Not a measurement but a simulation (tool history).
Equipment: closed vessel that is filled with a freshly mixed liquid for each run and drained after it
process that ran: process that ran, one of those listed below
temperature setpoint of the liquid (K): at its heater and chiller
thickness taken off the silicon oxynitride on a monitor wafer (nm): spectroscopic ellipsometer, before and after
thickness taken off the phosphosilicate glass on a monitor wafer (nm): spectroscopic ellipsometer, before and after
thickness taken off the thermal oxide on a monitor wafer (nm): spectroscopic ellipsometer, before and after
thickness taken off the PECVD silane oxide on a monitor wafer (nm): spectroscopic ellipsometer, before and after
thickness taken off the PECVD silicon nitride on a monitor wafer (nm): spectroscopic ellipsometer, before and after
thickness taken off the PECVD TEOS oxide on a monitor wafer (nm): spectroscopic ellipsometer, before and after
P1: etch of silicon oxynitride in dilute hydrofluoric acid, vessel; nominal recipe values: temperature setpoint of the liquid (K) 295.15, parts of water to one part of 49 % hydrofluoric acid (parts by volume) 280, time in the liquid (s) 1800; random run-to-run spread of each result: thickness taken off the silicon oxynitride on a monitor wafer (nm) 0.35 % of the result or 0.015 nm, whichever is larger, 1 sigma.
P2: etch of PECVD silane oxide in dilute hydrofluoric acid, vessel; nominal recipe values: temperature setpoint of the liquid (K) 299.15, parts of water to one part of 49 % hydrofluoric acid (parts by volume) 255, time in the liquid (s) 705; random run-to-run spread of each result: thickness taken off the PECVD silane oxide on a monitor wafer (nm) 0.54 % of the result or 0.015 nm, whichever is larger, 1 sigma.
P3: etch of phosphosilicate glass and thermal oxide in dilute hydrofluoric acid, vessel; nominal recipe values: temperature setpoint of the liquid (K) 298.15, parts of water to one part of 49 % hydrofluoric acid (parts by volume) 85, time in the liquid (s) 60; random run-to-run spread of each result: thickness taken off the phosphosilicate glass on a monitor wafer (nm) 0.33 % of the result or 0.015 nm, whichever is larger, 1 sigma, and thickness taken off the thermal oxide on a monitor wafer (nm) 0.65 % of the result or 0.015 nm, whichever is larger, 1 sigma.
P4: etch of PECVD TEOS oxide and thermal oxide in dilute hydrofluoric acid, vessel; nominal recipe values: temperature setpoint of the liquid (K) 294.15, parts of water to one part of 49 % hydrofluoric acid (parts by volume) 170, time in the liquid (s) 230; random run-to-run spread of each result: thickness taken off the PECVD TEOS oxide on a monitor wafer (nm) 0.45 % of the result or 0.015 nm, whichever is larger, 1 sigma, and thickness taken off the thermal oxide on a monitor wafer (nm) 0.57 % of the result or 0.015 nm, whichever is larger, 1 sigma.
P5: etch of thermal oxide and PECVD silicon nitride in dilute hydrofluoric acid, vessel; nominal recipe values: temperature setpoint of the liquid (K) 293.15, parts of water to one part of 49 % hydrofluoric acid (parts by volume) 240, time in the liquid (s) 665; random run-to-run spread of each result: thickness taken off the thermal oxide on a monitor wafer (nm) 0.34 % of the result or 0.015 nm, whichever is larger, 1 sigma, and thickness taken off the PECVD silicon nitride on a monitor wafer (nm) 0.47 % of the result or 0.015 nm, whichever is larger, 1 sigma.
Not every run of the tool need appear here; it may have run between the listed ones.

run	hour	process that ran	temperature setpoint of the liquid (K)	parts of water to one part of 49 % hydrofluoric acid (parts by volume)	time in the liquid (s)	hours since the thermometer was replaced	hours since the hydrofluoric acid flow meter was replaced	thickness taken off the silicon oxynitride on a monitor wafer (nm)	thickness taken off the phosphosilicate glass on a monitor wafer (nm)	thickness taken off the thermal oxide on a monitor wafer (nm)	thickness taken off the PECVD silane oxide on a monitor wafer (nm)	thickness taken off the PECVD silicon nitride on a monitor wafer (nm)	thickness taken off the PECVD TEOS oxide on a monitor wafer (nm)
1	7.5	P1	295.15	280	1800	471.5	809.9	13.0310					
2	14.3	P3	298.15	25	60	478.3	816.7		244.060	12.14500			
3	18.3	P1	295.15	280	1800	482.3	820.7	13.0820					
4	25.4	P2	299.15	360	705	489.4	827.8				34.159		
5	31.8	P2	292.15	255	705	495.8	834.2				41.645		
6	38.6	P5	290.15	240	665	502.6	841.0			8.73410		9.59870	
7	42.5	P4	294.15	30	230	506.5	844.9			36.84200			119.160
8	49.4	P1	295.15	280	380	513.4	851.8	2.7483					
9	52.9	P4	294.15	170	230	516.9	855.3			5.53280			17.993
10	60.0	P1	295.15	415	1800	524.0	862.4	8.1238					
11	66.5	P5	293.15	240	45	530.5	868.9			0.67166		0.79387	
12	73.9	P1	295.15	280	1800	537.9	876.3	13.0380					
13	81.5	P3	298.15	85	30	545.5	883.9		33.211	1.65220			
14	85.9	P1	295.15	280	2880	549.9	888.3	20.9250					
15	92.2	P4	294.15	170	230	556.2	894.6			5.53720			17.923
16	99.4	P2	299.15	255	1380	563.4	901.8				105.330		
17	107.3	P1	290.15	280	1800	571.3	909.7	10.4370					
18	113.4	P1	291.65	280	3350	577.4	915.8	20.8580					
19	119.1	P5	293.15	240	665	583.1	921.5			9.75670		11.60200	
20	126.8	P4	290.15	170	230	590.8	929.2			4.67730			15.258
21	132.3	P1	295.15	70	1800	596.3	934.7	60.8630					
22	138.8	P5	293.15	370	665	602.8	941.2			5.62270		7.74660	
23	142.5	P2	299.15	255	705	606.5	944.9				53.773		
24	147.4	P3	298.15	85	60	611.4	949.8		66.217	3.28680			

Run 25 has not been measured yet. What should we expect?
25	151.2	P3	306.15	85	60	615.2	953.6		?	?			

thickness taken off the phosphosilicate glass on a monitor wafer (nm): 89.395
thickness taken off the thermal oxide on a monitor wafer (nm): 4.55140

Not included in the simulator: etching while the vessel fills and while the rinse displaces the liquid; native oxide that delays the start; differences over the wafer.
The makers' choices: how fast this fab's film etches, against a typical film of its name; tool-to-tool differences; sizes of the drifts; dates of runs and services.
